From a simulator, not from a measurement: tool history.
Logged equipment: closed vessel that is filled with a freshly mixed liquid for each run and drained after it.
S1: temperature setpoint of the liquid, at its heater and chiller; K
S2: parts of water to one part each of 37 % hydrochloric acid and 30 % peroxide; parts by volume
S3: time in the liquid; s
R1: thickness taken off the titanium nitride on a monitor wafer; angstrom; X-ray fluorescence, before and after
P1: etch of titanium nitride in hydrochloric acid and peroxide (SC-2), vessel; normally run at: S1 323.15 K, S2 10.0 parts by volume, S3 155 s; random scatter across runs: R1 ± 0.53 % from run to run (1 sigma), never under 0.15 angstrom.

run 1 hour=4.1 | S1=323.15 S2=10.0 S3=155 | R1=42.7020
run 2 hour=9.0 | S1=323.15 S2=17.0 S3=155 | R1=27.0060
run 3 hour=16.3 | S1=323.15 S2=10.0 S3=155 | R1=42.4670
run 4 hour=20.0 | S1=323.15 S2=10.0 S3=290 | R1=79.8840
run 5 hour=23.9 | S1=323.15 S2=10.0 S3=155 | R1=42.8810
run 6 hour=31.5 | S1=323.15 S2=10.0 S3=155 | R1=42.3670
run 7 hour=36.6 | S1=323.15 S2=10.0 S3=155 | R1=42.7070
run 8 hour=44.3 | S1=330.65 S2=10.0 S3=155 | R1=69.4780
run 9 hour=51.5 | S1=323.15 S2=4.0 S3=155 | R1=85.0400
run 10 hour=56.1 | S1=323.15 S2=10.0 S3=30 | R1=8.0893
run 11 hour=63.7 | S1=323.15 S2=10.0 S3=155 | R1=42.6540
run 12 hour=70.2 | S1=308.15 S2=10.0 S3=155 | R1=15.2150
run 13 hour=75.5 | S1=323.15 S2=15.5 S3=275 | R1=52.1670
run 14 hour=80.9 | S1=323.15 S2=10.0 S3=155 | R1=42.9870
run 15 hour=85.1 | S1=323.15 S2=10.0 S3=155 | R1=42.9630
run 16 hour=91.3 | S1=323.15 S2=10.0 S3=155 | R1=44.2870
run 17 hour=97.2 | S1=323.15 S2=10.0 S3=155 | R1=45.1650
run 18 hour=101.4 | S1=323.15 S2=10.0 S3=155 | R1=45.7780

Run 19, settings as shown, results not yet in. Your forecast:
run 19 hour=106.7 | S1=323.15 S2=10.0 S3=155 | R1=?

{"run 19": {"R1": 46.211}}
